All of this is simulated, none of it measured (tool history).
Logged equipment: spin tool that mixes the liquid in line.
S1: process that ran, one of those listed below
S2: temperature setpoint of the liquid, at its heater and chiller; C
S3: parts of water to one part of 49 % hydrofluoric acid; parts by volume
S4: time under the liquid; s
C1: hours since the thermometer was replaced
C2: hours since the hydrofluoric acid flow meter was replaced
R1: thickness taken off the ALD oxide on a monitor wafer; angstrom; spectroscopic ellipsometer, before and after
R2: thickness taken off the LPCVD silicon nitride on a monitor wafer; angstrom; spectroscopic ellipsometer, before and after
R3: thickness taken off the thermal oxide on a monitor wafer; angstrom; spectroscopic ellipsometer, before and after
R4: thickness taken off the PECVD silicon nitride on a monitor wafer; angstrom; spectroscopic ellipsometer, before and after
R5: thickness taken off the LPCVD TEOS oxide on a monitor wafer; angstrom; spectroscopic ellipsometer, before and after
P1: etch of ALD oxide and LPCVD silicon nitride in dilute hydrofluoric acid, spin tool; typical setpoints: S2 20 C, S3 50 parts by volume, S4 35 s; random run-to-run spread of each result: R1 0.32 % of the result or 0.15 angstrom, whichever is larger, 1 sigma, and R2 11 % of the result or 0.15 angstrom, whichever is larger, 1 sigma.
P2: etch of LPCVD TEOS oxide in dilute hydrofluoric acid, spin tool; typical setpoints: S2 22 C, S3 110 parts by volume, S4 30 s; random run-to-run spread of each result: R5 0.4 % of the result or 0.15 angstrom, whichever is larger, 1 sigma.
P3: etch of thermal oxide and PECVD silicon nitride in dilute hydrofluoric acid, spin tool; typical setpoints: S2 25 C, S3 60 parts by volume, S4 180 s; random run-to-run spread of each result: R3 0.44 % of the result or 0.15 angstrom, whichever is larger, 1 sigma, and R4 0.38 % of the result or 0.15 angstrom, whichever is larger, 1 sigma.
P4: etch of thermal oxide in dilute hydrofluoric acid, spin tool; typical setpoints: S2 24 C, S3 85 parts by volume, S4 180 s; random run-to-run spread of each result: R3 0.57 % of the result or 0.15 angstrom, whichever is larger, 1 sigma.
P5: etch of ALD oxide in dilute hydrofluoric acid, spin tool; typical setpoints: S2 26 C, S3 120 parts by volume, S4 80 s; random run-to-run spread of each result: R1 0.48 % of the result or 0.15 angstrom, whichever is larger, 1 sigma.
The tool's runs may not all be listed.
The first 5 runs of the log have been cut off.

run,day,S1,S2,S3,S4,C1,C2,R1,R2,R3,R4,R5
6,3.646,P5,26,120,150,832.1,688.7,342.59,,,,
7,4.138,P5,33.5,120,80,843.9,700.5,244.8,,,,
8,4.821,P3,25,60,180,860.3,716.9,,,157.61,71.252,
9,5.358,P5,26,120,80,873.2,729.8,184.21,,,,
10,6.054,P3,25,25,180,889.9,746.5,,,391.23,164.77,
11,6.75,P4,24,85,180,906.6,763.2,,,100.69,,
12,7.304,P1,25.5,25,35,919.9,776.5,482.9,5.8558,,,
13,7.9,P1,20,20,35,934.2,790.8,479.35,4.8105,,,
14,8.65,P4,24,55,180,952.2,808.8,,,162.72,,
15,9.058,P1,20,50,35,962,818.6,185.71,2.0633,,,
16,9.738,P2,22,110,30,978.3,834.9,,,,,129.1
17,10.304,P4,24,85,15,991.9,848.5,,,8.148,,
18,10.817,P1,24.5,50,35,1004.2,860.8,223.24,3.2367,,,
19,11.371,P1,20,50,35,1017.5,874.1,184.4,2.5316,,,
20,12.092,P1,17,50,35,1034.8,891.4,163.2,1.929,,,
21,12.508,P5,26,190,80,1044.8,901.4,107.6,,,,
22,13.112,P4,24,85,180,1059.3,915.9,,,101.82,,
23,13.733,P1,20,50,55,1074.2,930.8,290.79,3.0432,,,
24,14.233,P1,20,50,35,1086.2,942.8,184.83,2.2905,,,
25,14.638,P2,26.5,110,30,1095.9,952.5,,,,,154.27
26,15.258,P3,25,60,260,1110.8,967.4,,,225.61,101.94,
27,15.688,P2,22,110,15,1121.1,977.7,,,,,64.075
28,16.317,P2,22,45,30,1136.2,992.8,,,,,343.57
29,17.054,P1,20,50,35,1153.9,1010.5,186.14,2.3812,,,
30,17.454,P1,20,50,35,1163.5,1020.1,190.74,2.6413,,,

Estimate the outcome of run 31 from the log above:
31,17.962,P1,20,50,35,1175.7,1032.3,?,?,,,

{"run 31": {"R1": 192.24, "R2": 2.365}}
